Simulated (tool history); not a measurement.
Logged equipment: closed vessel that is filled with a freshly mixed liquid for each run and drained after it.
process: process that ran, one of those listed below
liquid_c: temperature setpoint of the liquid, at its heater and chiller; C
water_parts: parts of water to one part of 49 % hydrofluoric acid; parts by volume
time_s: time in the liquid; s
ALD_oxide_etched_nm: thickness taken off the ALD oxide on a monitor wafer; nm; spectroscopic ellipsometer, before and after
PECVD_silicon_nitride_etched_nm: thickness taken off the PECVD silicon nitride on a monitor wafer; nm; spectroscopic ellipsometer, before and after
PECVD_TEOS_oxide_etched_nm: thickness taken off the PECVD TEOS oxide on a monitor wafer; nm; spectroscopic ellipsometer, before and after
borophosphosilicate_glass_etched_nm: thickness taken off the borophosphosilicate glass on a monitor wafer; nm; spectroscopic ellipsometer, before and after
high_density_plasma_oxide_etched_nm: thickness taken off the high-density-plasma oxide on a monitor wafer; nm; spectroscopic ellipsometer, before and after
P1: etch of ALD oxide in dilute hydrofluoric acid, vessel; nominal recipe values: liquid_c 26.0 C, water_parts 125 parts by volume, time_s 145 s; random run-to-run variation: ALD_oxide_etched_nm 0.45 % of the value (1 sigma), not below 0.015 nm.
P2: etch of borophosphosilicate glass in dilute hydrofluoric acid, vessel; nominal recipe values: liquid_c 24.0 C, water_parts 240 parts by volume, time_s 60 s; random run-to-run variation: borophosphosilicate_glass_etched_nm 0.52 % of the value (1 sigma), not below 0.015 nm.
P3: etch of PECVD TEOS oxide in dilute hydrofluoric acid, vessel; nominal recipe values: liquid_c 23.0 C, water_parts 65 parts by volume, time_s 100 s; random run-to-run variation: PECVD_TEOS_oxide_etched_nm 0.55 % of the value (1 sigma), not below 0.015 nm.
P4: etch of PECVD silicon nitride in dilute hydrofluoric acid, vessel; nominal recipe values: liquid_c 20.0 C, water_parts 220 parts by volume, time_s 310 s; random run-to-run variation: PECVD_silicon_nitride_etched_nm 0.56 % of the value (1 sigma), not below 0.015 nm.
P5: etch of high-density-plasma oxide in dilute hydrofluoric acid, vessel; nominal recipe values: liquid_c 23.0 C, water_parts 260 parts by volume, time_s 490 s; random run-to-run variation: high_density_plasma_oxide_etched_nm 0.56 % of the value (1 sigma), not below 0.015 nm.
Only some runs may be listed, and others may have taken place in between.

run   hour  process  liquid_c  water_parts  time_s  hours since the thermometer was replaced  hours since the hydrofluoric acid flow meter was replaced  ALD_oxide_etched_nm  PECVD_silicon_nitride_etched_nm  PECVD_TEOS_oxide_etched_nm  borophosphosilicate_glass_etched_nm  high_density_plasma_oxide_etched_nm
  1    7.6       P1      26.0          125     145                                     810.4                                                     1260.2              15.4330
  2   18.9       P4      20.0          370     310                                     821.7                                                     1271.5                                                2.7484
  3   27.6       P1      19.0          210     145                                     830.4                                                     1280.2               6.3052
  4   40.4       P4      20.0          220     310                                     843.2                                                     1293.0                                                4.5722
  5   48.9       P3      23.0           65     100                                     851.7                                                     1301.5                                                                            14.482
  6   57.0       P3      23.0           65     200                                     859.8                                                     1309.6                                                                            29.244
  7   72.1       P4      20.0          220     310                                     874.9                                                     1324.7                                                4.5738
  8   83.7       P1      26.0          125     145                                     886.5                                                     1336.3              15.2580
  9   95.0       P1      26.0          125     260                                     897.8                                                     1347.6              27.4520
 10  107.3       P1      26.0           35     145                                     910.1                                                     1359.9              61.3690
 11  117.1       P1      33.5          125     145                                     919.9                                                     1369.7              20.1460
 12  126.4       P4      17.0          220     310                                     929.2                                                     1379.0                                                3.6769
 13  136.8       P2      24.0          240      30                                     939.6                                                     1389.4                                                                                                                 7.1912
 14  153.6       P2      24.0          240      60                                     956.4                                                     1406.2                                                                                                                14.5290
 15  163.2       P5      23.0          260     490                                     966.0                                                     1415.8                                                                                                                                                      11.866
 16  175.6       P1      26.0          125     145                                     978.4                                                     1428.2              15.3200
 17  189.6       P1      26.0          125      45                                     992.4                                                     1442.2               4.7688
 18  202.0       P4      20.0          220     520                                    1004.8                                                     1454.6                                                7.6756
 19  212.4       P1      21.0          125      60                                    1015.2                                                     1465.0               5.1759
 20  228.3       P5      23.0           50     490                                    1031.1                                                     1480.9                                                                                                                                                      78.326
 21  238.9       P1      26.0          125     145                                    1041.7                                                     1491.5              15.2870

Forecast run 22:
 22  249.9       P1      26.0          125     145                                    1052.7                                                     1502.5                    ?

{"run 22": {"ALD_oxide_etched_nm": 15.25}}

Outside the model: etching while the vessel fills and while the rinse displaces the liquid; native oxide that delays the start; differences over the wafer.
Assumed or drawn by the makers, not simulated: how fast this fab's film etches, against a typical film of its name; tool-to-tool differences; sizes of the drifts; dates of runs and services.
